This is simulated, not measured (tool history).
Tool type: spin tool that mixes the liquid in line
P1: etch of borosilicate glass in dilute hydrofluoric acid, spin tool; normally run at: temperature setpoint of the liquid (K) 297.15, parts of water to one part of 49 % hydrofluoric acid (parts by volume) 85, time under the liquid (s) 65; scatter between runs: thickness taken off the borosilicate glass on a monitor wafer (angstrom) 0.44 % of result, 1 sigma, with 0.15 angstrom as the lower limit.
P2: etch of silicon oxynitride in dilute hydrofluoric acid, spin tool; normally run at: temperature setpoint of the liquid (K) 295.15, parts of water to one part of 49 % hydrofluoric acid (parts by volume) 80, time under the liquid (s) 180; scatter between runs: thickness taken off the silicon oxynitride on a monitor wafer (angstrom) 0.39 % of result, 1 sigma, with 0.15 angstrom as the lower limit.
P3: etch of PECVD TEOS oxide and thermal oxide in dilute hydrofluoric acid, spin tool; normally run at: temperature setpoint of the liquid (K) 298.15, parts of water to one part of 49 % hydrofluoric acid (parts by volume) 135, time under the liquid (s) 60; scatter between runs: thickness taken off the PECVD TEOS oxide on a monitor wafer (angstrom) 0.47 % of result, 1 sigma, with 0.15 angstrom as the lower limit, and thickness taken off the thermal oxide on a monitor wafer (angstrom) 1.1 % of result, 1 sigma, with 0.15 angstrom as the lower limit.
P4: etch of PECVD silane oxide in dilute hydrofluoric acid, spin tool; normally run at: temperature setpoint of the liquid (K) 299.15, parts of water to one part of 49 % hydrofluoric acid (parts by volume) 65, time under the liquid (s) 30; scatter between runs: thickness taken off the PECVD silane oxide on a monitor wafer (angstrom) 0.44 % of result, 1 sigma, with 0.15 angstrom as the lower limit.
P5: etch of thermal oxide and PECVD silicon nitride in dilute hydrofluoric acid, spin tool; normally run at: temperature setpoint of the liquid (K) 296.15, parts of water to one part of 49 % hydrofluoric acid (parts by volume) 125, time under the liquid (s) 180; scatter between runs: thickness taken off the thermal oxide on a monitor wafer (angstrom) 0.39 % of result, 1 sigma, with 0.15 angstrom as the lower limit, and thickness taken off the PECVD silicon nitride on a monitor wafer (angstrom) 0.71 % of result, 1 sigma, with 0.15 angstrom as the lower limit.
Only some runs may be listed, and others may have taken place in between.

run   hour  process that ran  temperature setpoint of the liquid (K)  parts of water to one part of 49 % hydrofluoric acid (parts by volume)  time under the liquid (s)  hours since the thermometer was replaced  hours since the hydrofluoric acid flow meter was replaced  thickness taken off the borosilicate glass on a monitor wafer (angstrom)  thickness taken off the PECVD TEOS oxide on a monitor wafer (angstrom)  thickness taken off the thermal oxide on a monitor wafer (angstrom)  thickness taken off the silicon oxynitride on a monitor wafer (angstrom)  thickness taken off the PECVD silicon nitride on a monitor wafer (angstrom)  thickness taken off the PECVD silane oxide on a monitor wafer (angstrom)
  1   11.5                P1                                  297.15                                                                      85                         65                                     490.6                                                      515.4                                                                    226.34
  2   20.1                P3                                  298.15                                                                     135                        105                                     499.2                                                      524.0                                                                                                                                            181.55                                                               34.305
  3   30.0                P1                                  297.15                                                                      85                         65                                     509.1                                                      533.9                                                                    226.91
  4   36.1                P2                                  303.15                                                                      80                        180                                     515.2                                                      540.0                                                                                                                                                                                                                                                                                           98.331
  5   44.3                P5                                  296.15                                                                     170                        180                                     523.4                                                      548.2                                                                                                                                                                                                                 43.279                                                                                                                                                 28.046
  6   52.0                P4                                  299.15                                                                      65                         30                                     531.1                                                      555.9                                                                                                                                                                                                                                                                                                                                                                                                                                                  149.58
  7   64.7                P1                                  297.15                                                                      85                         65                                     543.8                                                      568.6                                                                    225.45
  8   75.8                P1                                  292.15                                                                      85                         65                                     554.9                                                      579.7                                                                    184.79
  9   84.9                P1                                  297.15                                                                      85                         65                                     564.0                                                      588.8                                                                    227.44
 10   98.3                P1                                  290.15                                                                      25                         65                                     577.4                                                      602.2                                                                    617.47
 11  108.6                P1                                  297.15                                                                      85                         15                                     587.7                                                      612.5                                                                     52.45
 12  121.1                P3                                  305.65                                                                     135                         60                                     600.2                                                      625.0                                                                                                                                            137.71                                                               25.759
 13  130.8                P4                                  299.15                                                                      65                         50                                     609.9                                                      634.7                                                                                                                                                                                                                                                                                                                                                                                                                                                  248.91
 14  137.9                P4                                  299.15                                                                      65                         30                                     617.0                                                      641.8                                                                                                                                                                                                                                                                                                                                                                                                                                                  150.16
 15  145.7                P3                                  298.15                                                                     135                         60                                     624.8                                                      649.6                                                                                                                                            103.57                                                               19.818
 16  156.7                P1                                  297.15                                                                     140                         65                                     635.8                                                      660.6                                                                    128.05
 17  166.8                P5                                  290.15                                                                     125                        180                                     645.9                                                      670.7                                                                                                                                                                                                                 48.500                                                                                                                                                 25.043
 18  178.3                P5                                  296.15                                                                     125                        180                                     657.4                                                      682.2                                                                                                                                                                                                                 61.975                                                                                                                                                 37.916
 19  190.3                P1                                  297.15                                                                      85                         65                                     669.4                                                      694.2                                                                    226.48
 20  197.5                P4                                  299.15                                                                      35                         30                                     676.6                                                      701.4                                                                                                                                                                                                                                                                                                                                                                                                                                                  287.92
 21  208.9                P4                                  291.15                                                                      65                         30                                     688.0                                                      712.8                                                                                                                                                                                                                                                                                                                                                                                                                                                  106.62
 22  217.6                P1                                  293.65                                                                     145                         65                                     696.7                                                      721.5                                                                    107.45
 23  228.8                P5                                  296.15                                                                     125                        315                                     707.9                                                      732.7                                                                                                                                                                                                                107.890                                                                                                                                                 65.679
 24  237.1                P2                                  295.15                                                                     145                        180                                     716.2                                                      741.0                                                                                                                                                                                                                                                                                           34.960
 25  245.7                P1                                  290.15                                                                      25                         65                                     724.8                                                      749.6                                                                    616.06
 26  256.3                P1                                  297.15                                                                      85                         65                                     735.4                                                      760.2                                                                    226.40
 27  269.5                P2                                  295.15                                                                      80                        180                                     748.6                                                      773.4                                                                                                                                                                                                                                                                                           66.761
 28  281.8                P1                                  297.15                                                                      85                        105                                     760.9                                                      785.7                                                                    362.97
 29  293.0                P3                                  298.15                                                                      20                         60                                     772.1                                                      796.9                                                                                                                                            810.82                                                              156.340
 30  299.7                P2                                  295.15                                                                      80                        275                                     778.8                                                      803.6                                                                                                                                                                                                                                                                                          101.920
 31  308.8                P1                                  297.15                                                                      25                         65                                     787.9                                                      812.7                                                                    831.58
 32  314.9                P1                                  302.15                                                                      85                         65                                     794.0                                                      818.8                                                                    277.10
 33  325.2                P1                                  297.15                                                                      85                         65                                     804.3                                                      829.1                                                                    227.76
 34  338.6                P1                                  297.15                                                                      85                         65                                     817.7                                                      842.5                                                                    219.39
 35  345.5                P1                                  297.15                                                                      85                         65                                     824.6                                                      849.4                                                                    215.89
 36  355.0                P1                                  297.15                                                                      85                         65                                     834.1                                                      858.9                                                                    211.93
 37  363.4                P1                                  297.15                                                                      85                         65                                     842.5                                                      867.3                                                                    209.73
 38  376.3                P1                                  297.15                                                                      85                         65                                     855.4                                                      880.2                                                                    207.87
 39  385.5                P1                                  297.15                                                                      85                         65                                     864.6                                                      889.4                                                                    207.45
 40  397.3                P1                                  297.15                                                                      85                         65                                     876.4                                                      901.2                                                                    208.10
 41  406.1                P1                                  297.15                                                                      85                         65                                     885.2                                                      910.0                                                                    205.34
 42  417.0                P1                                  297.15                                                                      85                         65                                     896.1                                                      920.9                                                                    205.97
 43  425.4                P1                                  297.15                                                                      85                         65                                     904.5                                                      929.3                                                                    207.10
 44  438.7                P1                                  297.15                                                                      85                         65                                     917.8                                                      942.6                                                                    206.33

Compared with where it was, what P1 gives has crept away. Each cause listed below fits the log as well as the rest, at the size given for it:
A: hydrofluoric acid flow below the setpoint (%) = 8.1
B: liquid colder than its thermometer reads (K) = 2.33
The gradual shift began around hour 325.2.

Which of the 4 check runs listed below separates the causes, so that each cause would produce a clearly different result? Each run uses one wafer, and its results are marked with question marks.
check 1  452.0                P2                                  301.15                                                                     140                        180                                                                                                                                                                                                                                                                                                                                                                                                     ?
check 2  452.0                P3                                  305.65                                                                      85                         60                                                                                                                                                                                                                                                      ?                                                                    ?
check 3  452.0                P5                                  291.15                                                                     125                        180                                                                                                                                                                                                                                                                                                                           ?                                                                                                                                                      ?
check 4  452.0                P4                                  292.65                                                                      65                         30                                                                                                                                                                                                                                                                                                                                                                                                                                                                                                                                                            ?

What every check run would give for each of its results, assuming each possible cause in turn:
  check                                                                       result    if A    if B
check 1     thickness taken off the silicon oxynitride on a monitor wafer (angstrom)  43.588  43.197
check 2       thickness taken off the PECVD TEOS oxide on a monitor wafer (angstrom)  212.38  214.17
check 2          thickness taken off the thermal oxide on a monitor wafer (angstrom)  40.320  40.661
check 3          thickness taken off the thermal oxide on a monitor wafer (angstrom)  45.812  45.752
check 3  thickness taken off the PECVD silicon nitride on a monitor wafer (angstrom)  24.755  22.863
check 4     thickness taken off the PECVD silane oxide on a monitor wafer (angstrom)  104.31  103.46
How far apart the two closest causes lie, in the result that separates them most: check 1 0.9 %; check 2 0.84 %; check 3 7.95 %; check 4 0.82 %
Check 3 tells the causes apart: in the others they would give nearly the same result.

After running check 3, the following was obtained: thickness taken off the thermal oxide on a monitor wafer (angstrom) 45.970; thickness taken off the PECVD silicon nitride on a monitor wafer (angstrom) 25.081. Which cause does this point to?

The correct cause is A, namely: hydrofluoric acid flow below the setpoint (%).
